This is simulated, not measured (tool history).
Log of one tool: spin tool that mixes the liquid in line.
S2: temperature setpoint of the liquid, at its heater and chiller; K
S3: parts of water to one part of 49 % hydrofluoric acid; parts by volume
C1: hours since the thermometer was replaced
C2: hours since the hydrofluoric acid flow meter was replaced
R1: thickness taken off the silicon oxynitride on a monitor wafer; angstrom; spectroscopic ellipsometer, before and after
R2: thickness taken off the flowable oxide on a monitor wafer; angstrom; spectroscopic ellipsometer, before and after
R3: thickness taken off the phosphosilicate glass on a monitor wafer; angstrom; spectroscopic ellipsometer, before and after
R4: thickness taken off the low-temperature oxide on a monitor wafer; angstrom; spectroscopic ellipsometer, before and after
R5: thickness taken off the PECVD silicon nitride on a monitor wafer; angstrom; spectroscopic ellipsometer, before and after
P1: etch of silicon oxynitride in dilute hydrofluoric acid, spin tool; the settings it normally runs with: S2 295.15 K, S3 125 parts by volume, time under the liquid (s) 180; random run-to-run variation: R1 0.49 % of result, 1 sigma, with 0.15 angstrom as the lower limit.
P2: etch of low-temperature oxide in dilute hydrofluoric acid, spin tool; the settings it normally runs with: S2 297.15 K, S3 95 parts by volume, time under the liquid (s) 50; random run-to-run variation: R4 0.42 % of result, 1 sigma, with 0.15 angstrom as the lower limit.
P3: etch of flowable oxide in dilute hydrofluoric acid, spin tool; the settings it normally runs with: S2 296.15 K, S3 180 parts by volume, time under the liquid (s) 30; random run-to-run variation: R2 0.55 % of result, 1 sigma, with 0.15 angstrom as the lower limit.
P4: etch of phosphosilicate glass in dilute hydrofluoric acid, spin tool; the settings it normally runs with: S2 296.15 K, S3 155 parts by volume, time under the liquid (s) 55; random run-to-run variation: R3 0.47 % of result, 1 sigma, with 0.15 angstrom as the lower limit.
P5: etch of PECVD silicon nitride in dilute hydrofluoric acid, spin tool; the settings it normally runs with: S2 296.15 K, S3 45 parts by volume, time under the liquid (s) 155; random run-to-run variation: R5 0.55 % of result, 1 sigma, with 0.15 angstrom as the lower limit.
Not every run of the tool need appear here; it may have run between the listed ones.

run 1 hour=15.8 | process_that_ran=P1 S2=295.15 S3=125 time_under_the_liquid_(s)=180 | C1=619.1 C2=111.0 | R1=58.666
run 2 hour=24.2 | process_that_ran=P1 S2=290.15 S3=125 time_under_the_liquid_(s)=180 | C1=627.5 C2=119.4 | R1=46.316
run 3 hour=32.2 | process_that_ran=P3 S2=296.15 S3=180 time_under_the_liquid_(s)=55 | C1=635.5 C2=127.4 | R2=92.898
run 4 hour=41.7 | process_that_ran=P1 S2=295.15 S3=125 time_under_the_liquid_(s)=300 | C1=645.0 C2=136.9 | R1=99.821
run 5 hour=53.4 | process_that_ran=P4 S2=302.65 S3=155 time_under_the_liquid_(s)=55 | C1=656.7 C2=148.6 | R3=289.17
run 6 hour=67.2 | process_that_ran=P3 S2=296.15 S3=180 time_under_the_liquid_(s)=30 | C1=670.5 C2=162.4 | R2=50.012
run 7 hour=74.4 | process_that_ran=P1 S2=295.15 S3=125 time_under_the_liquid_(s)=180 | C1=677.7 C2=169.6 | R1=59.582
-- hour=84.0 hydrofluoric acid flow meter replaced
run 8 hour=87.7 | process_that_ran=P4 S2=296.15 S3=35 time_under_the_liquid_(s)=55 | C1=691.0 C2=3.7 | R3=1173.10
run 9 hour=94.7 | process_that_ran=P1 S2=302.65 S3=125 time_under_the_liquid_(s)=180 | C1=698.0 C2=10.7 | R1=83.177
run 10 hour=102.6 | process_that_ran=P1 S2=295.15 S3=30 time_under_the_liquid_(s)=180 | C1=705.9 C2=18.6 | R1=264.430
run 11 hour=113.2 | process_that_ran=P1 S2=295.15 S3=125 time_under_the_liquid_(s)=180 | C1=716.5 C2=29.2 | R1=59.212
run 12 hour=125.0 | process_that_ran=P2 S2=297.15 S3=95 time_under_the_liquid_(s)=50 | C1=728.3 C2=41.0 | R4=57.289
run 13 hour=135.1 | process_that_ran=P2 S2=297.15 S3=95 time_under_the_liquid_(s)=15 | C1=738.4 C2=51.1 | R4=17.111
run 14 hour=147.8 | process_that_ran=P3 S2=296.15 S3=40 time_under_the_liquid_(s)=30 | C1=751.1 C2=63.8 | R2=266.300
run 15 hour=162.8 | process_that_ran=P2 S2=292.15 S3=95 time_under_the_liquid_(s)=50 | C1=766.1 C2=78.8 | R4=46.580
run 16 hour=175.1 | process_that_ran=P5 S2=296.15 S3=45 time_under_the_liquid_(s)=275 | C1=778.4 C2=91.1 | R5=252.490
run 17 hour=190.3 | process_that_ran=P4 S2=296.15 S3=155 time_under_the_liquid_(s)=55 | C1=793.6 C2=106.3 | R3=227.98
run 18 hour=202.7 | process_that_ran=P5 S2=296.15 S3=45 time_under_the_liquid_(s)=155 | C1=806.0 C2=118.7 | R5=144.130
run 19 hour=213.7 | process_that_ran=P2 S2=297.15 S3=20 time_under_the_liquid_(s)=50 | C1=817.0 C2=129.7 | R4=297.750
run 20 hour=221.6 | process_that_ran=P5 S2=296.15 S3=45 time_under_the_liquid_(s)=155 | C1=824.9 C2=137.6 | R5=142.230
run 21 hour=231.1 | process_that_ran=P4 S2=296.15 S3=155 time_under_the_liquid_(s)=90 | C1=834.4 C2=147.1 | R3=369.10
run 22 hour=242.8 | process_that_ran=P1 S2=295.15 S3=170 time_under_the_liquid_(s)=180 | C1=846.1 C2=158.8 | R1=42.320
run 23 hour=249.9 | process_that_ran=P1 S2=295.15 S3=125 time_under_the_liquid_(s)=55 | C1=853.2 C2=165.9 | R1=18.081
run 24 hour=265.4 | process_that_ran=P5 S2=303.15 S3=45 time_under_the_liquid_(s)=155 | C1=868.7 C2=181.4 | R5=227.480
run 25 hour=272.8 | process_that_ran=P3 S2=296.15 S3=180 time_under_the_liquid_(s)=30 | C1=876.1 C2=188.8 | R2=50.510
run 26 hour=284.0 | process_that_ran=P1 S2=295.15 S3=125 time_under_the_liquid_(s)=180 | C1=887.3 C2=200.0 | R1=58.568
run 27 hour=297.3 | process_that_ran=P1 S2=295.15 S3=185 time_under_the_liquid_(s)=100 | C1=900.6 C2=213.3 | R1=21.054
run 28 hour=309.0 | process_that_ran=P1 S2=303.15 S3=170 time_under_the_liquid_(s)=180 | C1=912.3 C2=225.0 | R1=59.175
run 29 hour=317.9 | process_that_ran=P4 S2=296.15 S3=155 time_under_the_liquid_(s)=55 | C1=921.2 C2=233.9 | R3=226.40
run 30 hour=325.0 | process_that_ran=P1 S2=300.15 S3=125 time_under_the_liquid_(s)=80 | C1=928.3 C2=241.0 | R1=33.194
run 31 hour=334.6 | process_that_ran=P5 S2=296.15 S3=70 time_under_the_liquid_(s)=155 | C1=937.9 C2=250.6 | R5=92.517

Run 32 comes next. What will it give?
run 32 hour=343.8 | process_that_ran=P3 S2=290.15 S3=180 time_under_the_liquid_(s)=30 | C1=947.1 C2=259.8 | R2=?

{"run 32": {"R2": 39.86}}
